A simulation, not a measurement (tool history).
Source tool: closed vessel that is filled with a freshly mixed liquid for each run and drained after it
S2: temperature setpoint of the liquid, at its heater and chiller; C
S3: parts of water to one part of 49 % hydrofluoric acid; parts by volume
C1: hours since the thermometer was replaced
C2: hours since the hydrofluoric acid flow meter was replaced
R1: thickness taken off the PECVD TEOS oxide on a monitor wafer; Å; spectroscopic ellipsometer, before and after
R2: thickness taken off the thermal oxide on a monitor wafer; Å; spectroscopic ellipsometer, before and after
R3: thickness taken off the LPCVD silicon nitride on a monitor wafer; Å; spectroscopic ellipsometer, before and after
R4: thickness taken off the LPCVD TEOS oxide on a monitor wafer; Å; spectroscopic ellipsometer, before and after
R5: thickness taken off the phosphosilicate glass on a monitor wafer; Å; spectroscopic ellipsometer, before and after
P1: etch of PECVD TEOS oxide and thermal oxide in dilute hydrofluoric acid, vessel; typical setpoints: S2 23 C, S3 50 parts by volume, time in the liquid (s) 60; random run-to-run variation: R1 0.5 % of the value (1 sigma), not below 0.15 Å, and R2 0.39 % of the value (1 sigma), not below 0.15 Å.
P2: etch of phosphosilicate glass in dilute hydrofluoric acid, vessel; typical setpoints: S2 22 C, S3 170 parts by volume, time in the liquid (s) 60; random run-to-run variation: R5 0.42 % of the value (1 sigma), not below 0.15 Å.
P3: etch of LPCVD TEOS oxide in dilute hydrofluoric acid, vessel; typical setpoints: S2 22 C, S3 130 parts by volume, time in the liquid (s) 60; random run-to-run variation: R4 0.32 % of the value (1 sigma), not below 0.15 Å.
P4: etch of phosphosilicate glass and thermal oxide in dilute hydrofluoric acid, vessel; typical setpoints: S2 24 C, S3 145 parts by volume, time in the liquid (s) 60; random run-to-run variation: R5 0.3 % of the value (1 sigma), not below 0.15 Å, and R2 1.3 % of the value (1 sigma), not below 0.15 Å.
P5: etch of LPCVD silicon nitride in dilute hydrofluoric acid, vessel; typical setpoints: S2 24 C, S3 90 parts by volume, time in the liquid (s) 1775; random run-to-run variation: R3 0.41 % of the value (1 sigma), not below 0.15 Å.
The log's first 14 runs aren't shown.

{"run": 15, "hour": 130.9, "process that ran": "P1", "S2": 23, "S3": 75, "time in the liquid (s)": 60, "C1": 890.9, "C2": 313.2, "R1": 96.32, "R2": 39.535}
{"run": 16, "hour": 142.1, "process that ran": "P1", "S2": 19, "S3": 50, "time in the liquid (s)": 60, "C1": 902.1, "C2": 324.4, "R1": 125.17, "R2": 51.429}
{"run": 17, "hour": 154.1, "process that ran": "P2", "S2": 22, "S3": 270, "time in the liquid (s)": 60, "C1": 914.1, "C2": 336.4, "R5": 224.38}
{"run": 18, "hour": 165.6, "process that ran": "P4", "S2": 24, "S3": 145, "time in the liquid (s)": 60, "C1": 925.6, "C2": 347.9, "R2": 19.465, "R5": 788.25}
{"run": 19, "hour": 176.4, "process that ran": "P1", "S2": 23, "S3": 20, "time in the liquid (s)": 60, "C1": 936.4, "C2": 358.7, "R1": 386.53, "R2": 158.41}
{"run": 20, "hour": 183.9, "process that ran": "P2", "S2": 22, "S3": 170, "time in the liquid (s)": 60, "C1": 943.9, "C2": 366.2, "R5": 395.4}
{"run": 21, "hour": 190.4, "process that ran": "P1", "S2": 23, "S3": 50, "time in the liquid (s)": 95, "C1": 950.4, "C2": 372.7, "R1": 233.09, "R2": 96.932}
{"run": 22, "hour": 199.7, "process that ran": "P1", "S2": 28.5, "S3": 50, "time in the liquid (s)": 60, "C1": 959.7, "C2": 382, "R1": 185.02, "R2": 76.381}
{"hour": 201.4, "done": "thermometer replaced"}
{"run": 23, "hour": 211.2, "process that ran": "P1", "S2": 23, "S3": 50, "time in the liquid (s)": 60, "C1": 9.9, "C2": 393.5, "R1": 148.97, "R2": 60.74}
{"run": 24, "hour": 221.6, "process that ran": "P3", "S2": 22, "S3": 205, "time in the liquid (s)": 60, "C1": 20.3, "C2": 403.9, "R4": 94.565}
{"run": 25, "hour": 233.6, "process that ran": "P1", "S2": 23, "S3": 50, "time in the liquid (s)": 60, "C1": 32.3, "C2": 415.9, "R1": 146.91, "R2": 61.329}
{"run": 26, "hour": 239.6, "process that ran": "P5", "S2": 24, "S3": 90, "time in the liquid (s)": 1775, "C1": 38.3, "C2": 421.9, "R3": 96.734}
{"run": 27, "hour": 246.6, "process that ran": "P2", "S2": 17, "S3": 170, "time in the liquid (s)": 60, "C1": 45.3, "C2": 428.9, "R5": 324.15}
{"run": 28, "hour": 259.1, "process that ran": "P3", "S2": 22, "S3": 130, "time in the liquid (s)": 30, "C1": 57.8, "C2": 441.4, "R4": 80.952}
{"run": 29, "hour": 269.0, "process that ran": "P4", "S2": 24, "S3": 145, "time in the liquid (s)": 60, "C1": 67.7, "C2": 451.3, "R2": 18.887, "R5": 785.17}
{"run": 30, "hour": 279.7, "process that ran": "P3", "S2": 17, "S3": 130, "time in the liquid (s)": 60, "C1": 78.4, "C2": 462, "R4": 131.92}
{"run": 31, "hour": 286.3, "process that ran": "P4", "S2": 24, "S3": 255, "time in the liquid (s)": 60, "C1": 85, "C2": 468.6, "R2": 9.8957, "R5": 395.89}
{"run": 32, "hour": 293.7, "process that ran": "P1", "S2": 23, "S3": 50, "time in the liquid (s)": 60, "C1": 92.4, "C2": 476, "R1": 148.07, "R2": 61.223}
{"run": 33, "hour": 304.0, "process that ran": "P1", "S2": 23, "S3": 50, "time in the liquid (s)": 60, "C1": 102.7, "C2": 486.3, "R1": 151.13, "R2": 62.425}
{"run": 34, "hour": 315.8, "process that ran": "P1", "S2": 23, "S3": 50, "time in the liquid (s)": 60, "C1": 114.5, "C2": 498.1, "R1": 153.57, "R2": 62.87}
{"run": 35, "hour": 326.8, "process that ran": "P1", "S2": 23, "S3": 50, "time in the liquid (s)": 60, "C1": 125.5, "C2": 509.1, "R1": 154.65, "R2": 64.155}

What does the tool deliver on the next run?
{"run": 36, "hour": 336.4, "process that ran": "P1", "S2": 23, "S3": 50, "time in the liquid (s)": 60, "C1": 135.1, "C2": 518.7, "R1": "?", "R2": "?"}

Run 36 gave R1 155.16 Å, R2 64.961 Å.
